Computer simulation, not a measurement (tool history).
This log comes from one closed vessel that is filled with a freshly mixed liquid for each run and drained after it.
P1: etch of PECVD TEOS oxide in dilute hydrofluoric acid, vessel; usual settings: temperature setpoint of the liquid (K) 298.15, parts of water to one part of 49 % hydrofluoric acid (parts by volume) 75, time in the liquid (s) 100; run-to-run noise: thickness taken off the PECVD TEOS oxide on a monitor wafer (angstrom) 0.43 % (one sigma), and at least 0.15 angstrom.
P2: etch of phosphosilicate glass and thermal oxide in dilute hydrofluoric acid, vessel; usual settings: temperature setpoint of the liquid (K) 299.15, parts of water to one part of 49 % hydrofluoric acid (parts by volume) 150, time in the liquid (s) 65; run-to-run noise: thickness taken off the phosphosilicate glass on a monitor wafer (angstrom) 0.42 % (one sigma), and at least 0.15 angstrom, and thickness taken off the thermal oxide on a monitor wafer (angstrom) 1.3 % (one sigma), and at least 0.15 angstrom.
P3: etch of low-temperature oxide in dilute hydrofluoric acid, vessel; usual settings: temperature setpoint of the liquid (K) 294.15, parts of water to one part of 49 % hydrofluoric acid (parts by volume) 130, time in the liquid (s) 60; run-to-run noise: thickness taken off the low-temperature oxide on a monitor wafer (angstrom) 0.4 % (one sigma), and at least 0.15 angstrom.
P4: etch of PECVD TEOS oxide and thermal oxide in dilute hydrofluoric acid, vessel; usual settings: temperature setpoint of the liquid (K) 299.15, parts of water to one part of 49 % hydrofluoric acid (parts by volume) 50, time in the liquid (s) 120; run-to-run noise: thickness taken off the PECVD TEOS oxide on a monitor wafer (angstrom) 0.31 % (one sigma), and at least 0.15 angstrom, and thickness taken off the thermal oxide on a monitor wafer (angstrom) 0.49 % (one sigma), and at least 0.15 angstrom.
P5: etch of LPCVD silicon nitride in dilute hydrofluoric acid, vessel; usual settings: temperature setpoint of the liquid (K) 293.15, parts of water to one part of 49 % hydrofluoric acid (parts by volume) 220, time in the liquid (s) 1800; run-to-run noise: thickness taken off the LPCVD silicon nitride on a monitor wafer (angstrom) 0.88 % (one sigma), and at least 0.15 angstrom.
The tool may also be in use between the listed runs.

| run | hour | process that ran | temperature setpoint of the liquid (K) | parts of water to one part of 49 % hydrofluoric acid (parts by volume) | time in the liquid (s) | hours since the thermometer was replaced | hours since the hydrofluoric acid flow meter was replaced | thickness taken off the PECVD TEOS oxide on a monitor wafer (angstrom) | thickness taken off the thermal oxide on a monitor wafer (angstrom) | thickness taken off the LPCVD silicon nitride on a monitor wafer (angstrom) | thickness taken off the low-temperature oxide on a monitor wafer (angstrom) | thickness taken off the phosphosilicate glass on a monitor wafer (angstrom) |
|---|---|---|---|---|---|---|---|---|---|---|---|---|
| 1 | 4.1 | P1 | 298.15 | 75 | 100 | 386.2 | 1348.2 | 213.140 |  |  |  |  |
| 2 | 8.9 | P4 | 299.15 | 90 | 120 | 391.0 | 1353.0 | 255.980 | 62.061 |  |  |  |
| 3 | 14.6 | P5 | 293.15 | 220 | 1800 | 396.7 | 1358.7 |  |  | 28.671 |  |  |
| 4 | 18.7 | P4 | 305.65 | 50 | 120 | 400.8 | 1362.8 | 621.910 | 154.440 |  |  |  |
| 5 | 23.9 | P1 | 290.65 | 75 | 100 | 406.0 | 1368.0 | 156.270 |  |  |  |  |
| 6 | 27.2 | P1 | 293.15 | 30 | 100 | 409.3 | 1371.3 | 454.290 |  |  |  |  |
| 7 | 32.8 | P1 | 302.15 | 75 | 100 | 414.9 | 1376.9 | 249.350 |  |  |  |  |
| 8 | 38.5 | P5 | 293.15 | 80 | 1800 | 420.6 | 1382.6 |  |  | 76.958 |  |  |
| 9 | 44.0 | P3 | 290.65 | 130 | 60 | 426.1 | 1388.1 |  |  |  | 90.568 |  |
|  | 44.5 | hydrofluoric acid flow meter replaced |
| 10 | 47.9 | P1 | 298.15 | 75 | 100 | 430.0 | 3.5 | 211.550 |  |  |  |  |
| 11 | 53.2 | P1 | 298.15 | 75 | 200 | 435.3 | 8.8 | 422.520 |  |  |  |  |
| 12 | 56.8 | P2 | 299.15 | 250 | 65 | 438.9 | 12.4 |  | 11.268 |  |  | 275.40 |
| 13 | 62.0 | P3 | 294.15 | 130 | 30 | 444.1 | 17.6 |  |  |  | 52.218 |  |
| 14 | 67.3 | P1 | 298.15 | 115 | 100 | 449.4 | 22.9 | 132.300 |  |  |  |  |
| 15 | 72.3 | P5 | 293.15 | 220 | 1800 | 454.4 | 27.9 |  |  | 28.241 |  |  |
| 16 | 76.4 | P4 | 299.15 | 50 | 120 | 458.5 | 32.0 | 480.560 | 118.600 |  |  |  |
| 17 | 82.0 | P5 | 300.15 | 220 | 1800 | 464.1 | 37.6 |  |  | 44.389 |  |  |
| 18 | 88.3 | P1 | 298.15 | 75 | 100 | 470.4 | 43.9 | 212.630 |  |  |  |  |
| 19 | 93.9 | P3 | 294.15 | 130 | 60 | 476.0 | 49.5 |  |  |  | 103.960 |  |
| 20 | 98.2 | P3 | 294.15 | 70 | 60 | 480.3 | 53.8 |  |  |  | 208.330 |  |
| 21 | 101.1 | P2 | 299.15 | 150 | 120 | 483.2 | 56.7 |  | 38.226 |  |  | 950.86 |
| 22 | 104.8 | P1 | 298.15 | 20 | 100 | 486.9 | 60.4 | 855.720 |  |  |  |  |
| 23 | 109.1 | P1 | 298.15 | 75 | 100 | 491.2 | 64.7 | 213.010 |  |  |  |  |
| 24 | 115.1 | P2 | 291.65 | 150 | 65 | 497.2 | 70.7 |  | 15.669 |  |  | 386.78 |
| 25 | 118.0 | P2 | 299.15 | 150 | 65 | 500.1 | 73.6 |  | 21.326 |  |  | 515.93 |
| 26 | 122.3 | P1 | 298.15 | 75 | 45 | 504.4 | 77.9 | 95.543 |  |  |  |  |
| 27 | 125.3 | P4 | 299.15 | 50 | 120 | 507.4 | 80.9 | 483.410 | 120.040 |  |  |  |
| 28 | 129.9 | P1 | 298.15 | 75 | 100 | 512.0 | 85.5 | 210.550 |  |  |  |  |
| 29 | 134.8 | P4 | 299.15 | 50 | 30 | 516.9 | 90.4 | 121.390 | 29.729 |  |  |  |
| 30 | 137.6 | P5 | 293.15 | 220 | 3035 | 519.7 | 93.2 |  |  | 48.318 |  |  |
| 31 | 140.7 | P1 | 298.15 | 75 | 100 | 522.8 | 96.3 | 212.270 |  |  |  |  |
| 32 | 144.0 | P1 | 298.15 | 75 | 100 | 526.1 | 99.6 | 207.150 |  |  |  |  |
| 33 | 148.1 | P1 | 298.15 | 75 | 100 | 530.2 | 103.7 | 200.610 |  |  |  |  |
| 34 | 152.1 | P1 | 298.15 | 75 | 100 | 534.2 | 107.7 | 197.380 |  |  |  |  |
| 35 | 156.8 | P1 | 298.15 | 75 | 100 | 538.9 | 112.4 | 197.740 |  |  |  |  |
| 36 | 160.3 | P1 | 298.15 | 75 | 100 | 542.4 | 115.9 | 196.880 |  |  |  |  |
| 37 | 166.5 | P1 | 298.15 | 75 | 100 | 548.6 | 122.1 | 193.940 |  |  |  |  |
| 38 | 169.6 | P1 | 298.15 | 75 | 100 | 551.7 | 125.2 | 193.830 |  |  |  |  |
| 39 | 174.8 | P1 | 298.15 | 75 | 100 | 556.9 | 130.4 | 193.080 |  |  |  |  |

What P1 gives has crept off from where it sat before. The 2 causes that follow fit the log equally well, each at the size noted:
A: hydrofluoric acid flow below the setpoint (%) = 7.89
B: liquid colder than its thermometer reads (K) = 2.25
Creep in the process output first set in at about hour 140.7.

Below are 4 check runs, each averaged over 2 wafers, with their results shown as question marks. Which of them would give clearly different results depending on which cause is behind the drift?
| check 1 | 180.0 | P4 | 299.15 | 85 | 120 |  |  | ? | ? |  |  |  |
| check 2 | 180.0 | P2 | 295.15 | 150 | 115 |  |  |  | ? |  |  | ? |
| check 3 | 180.0 | P5 | 298.15 | 220 | 1800 |  |  |  |  | ? |  |  |
| check 4 | 180.0 | P3 | 290.65 | 130 | 60 |  |  |  |  |  | ? |  |

Check results expected under each cause:
| check | result | if A | if B |
|---|---|---|---|
| check 1 | thickness taken off the PECVD TEOS oxide on a monitor wafer (angstrom) | 246.690 | 247.250 |
| check 1 | thickness taken off the thermal oxide on a monitor wafer (angstrom) | 60.628 | 60.766 |
| check 2 | thickness taken off the thermal oxide on a monitor wafer (angstrom) | 28.976 | 29.189 |
| check 2 | thickness taken off the phosphosilicate glass on a monitor wafer (angstrom) | 711.60 | 716.84 |
| check 3 | thickness taken off the LPCVD silicon nitride on a monitor wafer (angstrom) | 36.064 | 33.977 |
| check 4 | thickness taken off the low-temperature oxide on a monitor wafer (angstrom) | 82.625 | 82.585 |
Separation of the two closest causes in each check, using whichever result separates them best: check 1 0.23 %; check 2 0.73 %; check 3 5.96 %; check 4 0.05 %
Only in check 3 would the causes give clearly different results; in the remaining checks their results would be nearly the same.

Running check 3 produced the following: thickness taken off the LPCVD silicon nitride on a monitor wafer (angstrom) 35.956. Which one of the listed causes fits?

It was cause A: hydrofluoric acid flow below the setpoint (%).

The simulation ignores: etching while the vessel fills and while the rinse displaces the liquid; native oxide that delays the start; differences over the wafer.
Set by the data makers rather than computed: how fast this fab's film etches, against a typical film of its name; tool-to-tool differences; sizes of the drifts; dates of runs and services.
